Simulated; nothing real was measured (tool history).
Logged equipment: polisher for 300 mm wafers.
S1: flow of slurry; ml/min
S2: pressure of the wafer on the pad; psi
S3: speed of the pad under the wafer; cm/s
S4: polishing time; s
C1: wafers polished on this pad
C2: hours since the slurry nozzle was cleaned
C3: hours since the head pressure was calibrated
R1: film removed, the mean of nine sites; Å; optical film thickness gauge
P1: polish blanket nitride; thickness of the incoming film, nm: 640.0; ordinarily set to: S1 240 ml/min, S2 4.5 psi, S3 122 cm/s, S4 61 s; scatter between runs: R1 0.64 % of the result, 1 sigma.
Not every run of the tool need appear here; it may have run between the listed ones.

run 1 hour=11.2 | S1=240 S2=4.5 S3=122 S4=61 | C1=588 C2=567.6 C3=169.0 | R1=1344.60
run 2 hour=28.1 | S1=240 S2=4.5 S3=186 S4=61 | C1=747 C2=584.5 C3=185.9 | R1=1891.20
run 3 hour=45.4 | S1=240 S2=4.5 S3=66 S4=61 | C1=910 C2=601.8 C3=203.2 | R1=828.50
run 4 hour=53.7 | S1=240 S2=4.5 S3=122 S4=95 | C1=989 C2=610.1 C3=211.5 | R1=2091.60
run 5 hour=62.8 | S1=240 S2=4.5 S3=122 S4=61 | C1=1075 C2=619.2 C3=220.6 | R1=1357.90
run 6 hour=72.4 | S1=240 S2=4.5 S3=166 S4=32 | C1=1165 C2=628.8 C3=230.2 | R1=914.95
run 7 hour=86.4 | S1=240 S2=4.5 S3=122 S4=61 | C1=1298 C2=642.8 C3=244.2 | R1=1345.50
run 8 hour=95.6 | S1=380 S2=4.5 S3=122 S4=61 | C1=1384 C2=652.0 C3=253.4 | R1=1403.90
run 9 hour=105.5 | S1=145 S2=4.5 S3=122 S4=61 | C1=1478 C2=661.9 C3=263.3 | R1=1265.50
run 10 hour=113.8 | S1=240 S2=4.5 S3=122 S4=61 | C1=1556 C2=670.2 C3=271.6 | R1=1336.20
run 11 hour=123.6 | S1=240 S2=6.6 S3=122 S4=61 | C1=1649 C2=680.0 C3=281.4 | R1=1974.00
run 12 hour=132.7 | S1=240 S2=4.5 S3=122 S4=61 | C1=1735 C2=689.1 C3=290.5 | R1=1353.90
run 13 hour=142.3 | S1=240 S2=2.1 S3=122 S4=61 | C1=1825 C2=698.7 C3=300.1 | R1=630.56
-- hour=143.0 slurry nozzle cleaned
run 14 hour=157.8 | S1=240 S2=4.5 S3=122 S4=29 | C1=1972 C2=14.8 C3=315.6 | R1=640.26
run 15 hour=167.9 | S1=240 S2=4.5 S3=122 S4=61 | C1=2067 C2=24.9 C3=325.7 | R1=1342.90
run 16 hour=177.8 | S1=240 S2=4.5 S3=122 S4=61 | C1=2161 C2=34.8 C3=335.6 | R1=1338.00
run 17 hour=191.0 | S1=240 S2=4.5 S3=122 S4=61 | C1=2285 C2=48.0 C3=348.8 | R1=1332.00
run 18 hour=199.5 | S1=240 S2=4.5 S3=122 S4=61 | C1=2365 C2=56.5 C3=357.3 | R1=1314.90
-- hour=211.4 worn pad replaced by a new one
run 19 hour=214.1 | S1=240 S2=4.5 S3=122 S4=61 | C1=26 C2=71.1 C3=371.9 | R1=1286.30
run 20 hour=222.2 | S1=240 S2=4.5 S3=122 S4=61 | C1=102 C2=79.2 C3=380.0 | R1=1294.40
run 21 hour=238.4 | S1=240 S2=4.5 S3=122 S4=61 | C1=255 C2=95.4 C3=396.2 | R1=1291.70
run 22 hour=250.1 | S1=240 S2=4.5 S3=122 S4=61 | C1=366 C2=107.1 C3=407.9 | R1=1280.30
run 23 hour=262.4 | S1=240 S2=4.5 S3=122 S4=61 | C1=482 C2=119.4 C3=420.2 | R1=1277.60
run 24 hour=279.8 | S1=240 S2=4.5 S3=122 S4=61 | C1=646 C2=136.8 C3=437.6 | R1=1276.20

P1 no longer gives what it gave before; its output has crept away from where it was. The following 2 causes, each at its listed size, fit the log equally well:
A: head's pressure below its setpoint, % = 5.13
B: slurry flow missing at the pad, % = 32.4
Creep in the process output first set in at about hour 167.9.
Why every other cause is out:
removal rate lost through wear of the pad, %: its service at hour 211.4 followed the start of the drift and did not put the process back to its old value

The 4 check runs listed below each average the results of 3 wafers, and their outcomes are marked with question marks. Under which run would the listed causes produce clearly different results?
run check 1 hour=297.2 | S1=145 S2=4.5 S3=182 S4=61 | R1=?
run check 2 hour=297.2 | S1=240 S2=2.5 S3=162 S4=61 | R1=?
run check 3 hour=297.2 | S1=240 S2=5.5 S3=122 S4=94 | R1=?
run check 4 hour=297.2 | S1=240 S2=4.5 S3=172 S4=30 | R1=?

What every check run would give for each of its results, assuming each possible cause in turn:
check=check_1 result=R1 if_A=1644.90 if_B=1594.20
check=check_2 result=R1 if_A=894.64 if_B=894.51
check=check_3 result=R1 if_A=2417.40 if_B=2417.00
check=check_4 result=R1 if_A=830.85 if_B=830.73
Per check, the gap between the least separated pair of causes, taken in the result that splits them most: check 1 3.13 %; check 2 0.01 %; check 3 0.01 %; check 4 0.01 %
Check 1 tells the causes apart: in the others they would give nearly the same result.

Here is what check 1 returned: R1 1602.40 Å. Which cause is it?

It is B: slurry flow missing at the pad, %.
